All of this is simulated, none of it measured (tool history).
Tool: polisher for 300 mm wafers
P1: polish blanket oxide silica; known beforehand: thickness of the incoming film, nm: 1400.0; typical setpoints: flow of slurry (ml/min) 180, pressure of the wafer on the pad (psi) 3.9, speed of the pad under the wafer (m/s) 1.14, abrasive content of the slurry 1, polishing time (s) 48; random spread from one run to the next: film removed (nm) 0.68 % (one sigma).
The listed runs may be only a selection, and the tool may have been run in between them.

| run | hour | flow of slurry (ml/min) | pressure of the wafer on the pad (psi) | speed of the pad under the wafer (m/s) | abrasive content of the slurry | polishing time (s) | wafers polished on this pad | hours since the slurry nozzle was cleaned | hours since the head pressure was calibrated | hours since the slurry blender was calibrated | hours since the conditioning disc was replaced | film removed (nm) |
|---|---|---|---|---|---|---|---|---|---|---|---|---|
| 1 | 8.6 | 180 | 3.9 | 1.14 | 1 | 48 | 334 | 342.7 | 76.1 | 110.1 | 117.3 | 150.1 |
| 2 | 22.5 | 180 | 3.9 | 1.14 | 0.5 | 48 | 487 | 356.6 | 90 | 124 | 131.2 | 104.07 |
| 3 | 35.2 | 180 | 3.9 | 1.52 | 1 | 48 | 627 | 369.3 | 102.7 | 136.7 | 143.9 | 188.94 |
| 4 | 46.9 | 255 | 3.9 | 1.4 | 1 | 48 | 756 | 381 | 114.4 | 148.4 | 155.6 | 185.98 |
| 5 | 54.9 | 180 | 3.9 | 1.14 | 1 | 48 | 844 | 389 | 122.4 | 156.4 | 163.6 | 152.63 |
| 6 | 61 | 180 | 3.9 | 1.14 | 1 | 48 | 912 | 395.1 | 128.5 | 162.5 | 169.7 | 149.42 |
| 7 | 71.6 | 180 | 3.9 | 1.14 | 1.45 | 48 | 1028 | 405.7 | 139.1 | 173.1 | 180.3 | 176.03 |
| 8 | 78.3 | 180 | 2 | 1.14 | 1 | 48 | 1102 | 412.4 | 145.8 | 179.8 | 187 | 77.8 |
| 9 | 90.5 | 180 | 3.9 | 1.14 | 1 | 25 | 1236 | 424.6 | 158 | 192 | 199.2 | 78.74 |
| 10 | 98.7 | 180 | 3.9 | 1.14 | 1 | 48 | 1327 | 432.8 | 166.2 | 200.2 | 207.4 | 152.5 |
| 11 | 105.3 | 180 | 5.6 | 1.14 | 1 | 48 | 1400 | 439.4 | 172.8 | 206.8 | 214 | 215.95 |
|  | 109.8 | head pressure recalibrated |
| 12 | 117 | 180 | 3.9 | 1.14 | 1 | 48 | 1528 | 451.1 | 7.3 | 218.5 | 225.7 | 150.56 |
| 13 | 128.2 | 110 | 3.9 | 1.14 | 1 | 48 | 1652 | 462.3 | 18.5 | 229.7 | 236.9 | 137.24 |
| 14 | 137.4 | 180 | 3.9 | 0.52 | 1 | 48 | 1753 | 471.5 | 27.7 | 238.9 | 246.1 | 80.587 |
| 15 | 146.7 | 180 | 3.9 | 1.14 | 1 | 48 | 1856 | 480.8 | 37 | 248.2 | 255.4 | 149.26 |
| 16 | 154.1 | 180 | 3.9 | 0.84 | 0.55 | 48 | 1937 | 488.2 | 44.4 | 255.6 | 262.8 | 85.8 |
| 17 | 167.5 | 180 | 3.9 | 1.14 | 1 | 72 | 2085 | 501.6 | 57.8 | 269 | 276.2 | 224.83 |
| 18 | 175 | 265 | 3.9 | 1.14 | 1 | 48 | 2167 | 509.1 | 65.3 | 276.5 | 283.7 | 160.36 |
| 19 | 186.2 | 180 | 3.9 | 1.14 | 1 | 48 | 2291 | 520.3 | 76.5 | 287.7 | 294.9 | 151.21 |
| 20 | 195.8 | 180 | 3.9 | 1.14 | 1 | 48 | 2396 | 529.9 | 86.1 | 297.3 | 304.5 | 144.48 |
| 21 | 208.1 | 180 | 3.9 | 1.14 | 1 | 48 | 2532 | 542.2 | 98.4 | 309.6 | 316.8 | 140.93 |
| 22 | 219.1 | 180 | 3.9 | 1.14 | 1 | 48 | 2653 | 553.2 | 109.4 | 320.6 | 327.8 | 136.7 |
| 23 | 225.6 | 180 | 3.9 | 1.14 | 1 | 48 | 2725 | 559.7 | 115.9 | 327.1 | 334.3 | 137.88 |
|  | 228.4 | slurry nozzle cleaned |
|  | 229 | worn pad replaced by a new one |
| 24 | 235.6 | 180 | 3.9 | 1.14 | 1 | 48 | 73 | 7.3 | 125.9 | 337.1 | 344.3 | 136.72 |
|  | 244.9 | conditioning disc replaced and pad reconditioned |
| 25 | 246.6 | 180 | 3.9 | 1.14 | 1 | 48 | 194 | 18.3 | 136.9 | 348.1 | 1.8 | 137.78 |
| 26 | 258.2 | 180 | 3.9 | 1.14 | 1 | 48 | 322 | 29.9 | 148.5 | 359.7 | 13.4 | 134.85 |
| 27 | 267.7 | 180 | 3.9 | 1.14 | 1 | 48 | 427 | 39.4 | 158 | 369.2 | 22.9 | 137.24 |

P1 no longer gives what it gave before; its output has crept away from where it was. The following 2 causes, each at its listed size, fit the log equally well:
A: head's pressure below its setpoint, % = 9.68
B: abrasive missing from the slurry, % = 19.1
The gradual shift began around hour 186.2.
What rules out each remaining cause:
removal rate lost through wear of the pad, %: was serviced at hour 229, once the creep was under way, yet the earlier output never came back
slurry flow missing at the pad, %: was serviced at hour 228.4, once the creep was under way, yet the earlier output never came back
time polished since the conditioner stopped cutting, s: was serviced at hour 244.9, once the creep was under way, yet the earlier output never came back

Which of the 4 check runs listed below, each an average over 3 wafers with its results shown as question marks, gives clearly different results under the different listed causes?
| check 1 | 277.2 | 245 | 3.9 | 1.14 | 1 | 59 |  |  |  |  |  | ? |
| check 2 | 277.2 | 180 | 2.9 | 1.14 | 1 | 48 |  |  |  |  |  | ? |
| check 3 | 277.2 | 225 | 3.9 | 1.14 | 1 | 48 |  |  |  |  |  | ? |
| check 4 | 277.2 | 180 | 3.9 | 1.14 | 0.55 | 48 |  |  |  |  |  | ? |

If the cause were each of the candidates in turn, the checks would give the following:
| check | result | if A | if B |
|---|---|---|---|
| check 1 | film removed (nm) | 173.85 | 173.83 |
| check 2 | film removed (nm) | 101.17 | 101.16 |
| check 3 | film removed (nm) | 140.09 | 140.07 |
| check 4 | film removed (nm) | 99.176 | 96.133 |
Minimum pairwise separation of causes per check, each pair taken at its best-separating result: check 1 0.01 %; check 2 0.01 %; check 3 0.01 %; check 4 3.12 %
Of the check runs offered, only check 4 discriminates between the causes; the rest would read about the same regardless of which cause applies.

The results of check 4 are: film removed (nm) 99.249. Based on these, which of the listed causes is it?

Of the candidate causes, it is A: head's pressure below its setpoint, %.

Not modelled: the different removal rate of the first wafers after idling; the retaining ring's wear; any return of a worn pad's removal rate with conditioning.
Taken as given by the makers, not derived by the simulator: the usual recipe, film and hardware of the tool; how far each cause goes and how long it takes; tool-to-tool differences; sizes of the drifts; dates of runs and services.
